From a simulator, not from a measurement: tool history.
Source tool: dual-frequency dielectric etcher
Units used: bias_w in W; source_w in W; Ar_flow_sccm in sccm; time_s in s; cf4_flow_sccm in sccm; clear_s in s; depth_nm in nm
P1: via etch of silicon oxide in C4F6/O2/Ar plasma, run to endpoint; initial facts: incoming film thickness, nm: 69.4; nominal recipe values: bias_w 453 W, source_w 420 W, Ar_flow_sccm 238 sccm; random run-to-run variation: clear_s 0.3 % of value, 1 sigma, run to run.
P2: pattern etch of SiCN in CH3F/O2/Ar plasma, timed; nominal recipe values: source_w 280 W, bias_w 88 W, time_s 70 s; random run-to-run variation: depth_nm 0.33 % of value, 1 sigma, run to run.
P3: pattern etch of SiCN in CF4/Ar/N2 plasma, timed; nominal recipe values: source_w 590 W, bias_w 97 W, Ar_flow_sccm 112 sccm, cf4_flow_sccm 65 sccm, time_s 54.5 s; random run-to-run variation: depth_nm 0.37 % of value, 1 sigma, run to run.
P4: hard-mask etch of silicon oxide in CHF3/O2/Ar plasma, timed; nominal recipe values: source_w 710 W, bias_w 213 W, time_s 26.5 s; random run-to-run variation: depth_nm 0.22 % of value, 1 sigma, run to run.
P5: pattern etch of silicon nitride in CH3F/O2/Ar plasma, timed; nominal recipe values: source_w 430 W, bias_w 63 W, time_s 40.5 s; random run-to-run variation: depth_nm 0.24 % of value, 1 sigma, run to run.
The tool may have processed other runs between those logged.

run,hour,process,bias_w,source_w,Ar_flow_sccm,time_s,cf4_flow_sccm,hours since the last wet clean,hours since the last bias power generator calibration,hours since the last source power generator calibration,hours since the last Ar flow controller change,clear_s,depth_nm
1,7.5,P1,453,420,238,,,188.6,1207.7,594,437.4,15.648,
2,19.4,P1,453,520,238,,,200.5,1219.6,605.9,449.3,14.55,
3,31.4,P1,453,420,238,,,212.5,1231.6,617.9,461.3,15.715,
4,36.7,P1,453,340,330,,,217.8,1236.9,623.2,466.6,17.603,
5,43.8,P4,213,710,,37.5,,224.9,1244,630.3,473.7,,80.807
6,50.7,P3,97,450,112,54.5,65,231.8,1250.9,637.2,480.6,,50.5
7,60.9,P1,453,420,238,,,242,1261.1,647.4,490.8,15.765,
8,69.6,P4,128,710,,26.5,,250.7,1269.8,656.1,499.5,,48.35
9,75.4,P1,453,540,281,,,256.5,1275.6,661.9,505.3,14.583,
10,83.5,P1,453,280,238,,,264.6,1283.7,670,513.4,18.259,
11,91.2,P3,126,590,112,54.5,65,272.3,1291.4,677.7,521.1,,70.286
12,97.9,P2,115,280,,70,,279,1298.1,684.4,527.8,,27.196
13,105.1,P3,97,590,112,54.5,65,286.2,1305.3,691.6,535,,64.124
14,111.9,P1,320,420,238,,,293,1312.1,698.4,541.8,17.763,
15,123.9,P1,453,420,311,,,305,1324.1,710.4,553.8,16.257,
16,132,P1,453,420,140,,,313.1,1332.2,718.5,561.9,14.854,
17,139,P3,97,590,112,81.5,65,320.1,1339.2,725.5,568.9,,96.009
18,150.7,P2,88,280,,70,,331.8,1350.9,737.2,580.6,,24.47
19,160,P5,63,520,,40.5,,341.1,1360.2,746.5,589.9,,29.45
20,169.2,P3,97,590,112,54.5,92,350.3,1369.4,755.7,599.1,,67.223
21,181.2,P4,213,970,,26.5,,362.3,1381.4,767.7,611.1,,64.461
22,189.7,P1,453,280,310,,,370.8,1389.9,776.2,619.6,18.758,
23,195.2,P2,88,280,,90.5,,376.3,1395.4,781.7,625.1,,31.734
24,203.8,P4,213,710,,26.5,,384.9,1404,790.3,633.7,,57.103
25,213,P5,42,430,,40.5,,394.1,1413.2,799.5,642.9,,24.256
26,223.5,P1,538,420,238,,,404.6,1423.7,810,653.4,14.767,
27,229.8,P3,97,590,150,54.5,65,410.9,1430,816.3,659.7,,61.188
# hour 234.2: Ar flow controller replaced
28,238.5,P2,88,280,,70,,419.6,1438.7,825,4.3,,24.431
29,244.6,P5,63,430,,40.5,,425.7,1444.8,831.1,10.4,,27.428
30,255.7,P2,88,340,,70,,436.8,1455.9,842.2,21.5,,26.295
31,265.9,P5,63,430,,51.5,,447,1466.1,852.4,31.7,,34.754
32,272.4,P1,453,420,238,,,453.5,1472.6,858.9,38.2,15.746,
33,283,P1,453,420,238,,,464.1,1483.2,869.5,48.8,15.722,
34,289.3,P1,453,420,238,,,470.4,1489.5,875.8,55.1,15.707,
35,296.9,P1,453,420,238,,,478,1497.1,883.4,62.7,15.621,
36,308.2,P1,453,420,238,,,489.3,1508.4,894.7,74,15.58,
37,314.9,P1,453,420,238,,,496,1515.1,901.4,80.7,15.448,
38,321,P1,453,420,238,,,502.1,1521.2,907.5,86.8,15.461,
# hour 321.7: Ar flow controller replaced
# hour 323.4: wet clean of the chamber
39,330.3,P1,453,420,238,,,7,1530.5,916.8,8.6,15.43,
40,336.8,P1,453,420,238,,,13.5,1537,923.3,15.1,15.49,
41,345.1,P1,453,420,238,,,21.8,1545.3,931.6,23.4,15.488,
42,352.1,P1,453,420,238,,,28.8,1552.3,938.6,30.4,15.56,
43,361.2,P1,453,420,238,,,37.9,1561.4,947.7,39.5,15.492,
44,368.2,P1,453,420,238,,,44.9,1568.4,954.7,46.5,15.44,

The output of P1 has drifted from where it used to be. Each of the 2 causes below, taken at the size shown beside it, accounts for the log equally well:
A: bias power that arrives over what is set, % = 4.17
B: source power that arrives over what is set, % = 4.14
The drift started at roughly hour 283.
All other causes, with the reason each is excluded:
chamber walls in a state that raises the etch rate, %: serviced after onset, at hour 323.4, with no recovery of the prior output
Ar flow that arrives under what is set, %: serviced after onset, at hour 321.7, with no recovery of the prior output

4 check runs are offered, each on 2 wafers whose results are averaged, their results left as question marks. Which one tells the causes apart?
check 1,375.2,P3,97,590,112,54.5,65,,,,,,?
check 2,375.2,P5,63,430,,40.5,,,,,,,?
check 3,375.2,P2,88,280,,70,,,,,,,?
check 4,375.2,P4,213,710,,26.5,,,,,,,?

If the cause were each of the candidates in turn, the checks would give the following:
check,result,if A,if B
check 1,depth_nm,65.068,66.391
check 2,depth_nm,27.815,27.871
check 3,depth_nm,24.859,24.847
check 4,depth_nm,57.947,58.024
Gap, in per cent, between the two causes that each check separates least, read from the result that separates them most: check 1 2.01 %; check 2 0.2 %; check 3 0.05 %; check 4 0.13 %
Of the check runs offered, only check 1 discriminates between the causes; the rest would read about the same regardless of which cause applies.

Here is what check 1 returned: depth_nm 64.875 nm. Which cause is it?

A is the cause: bias power that arrives over what is set, %.
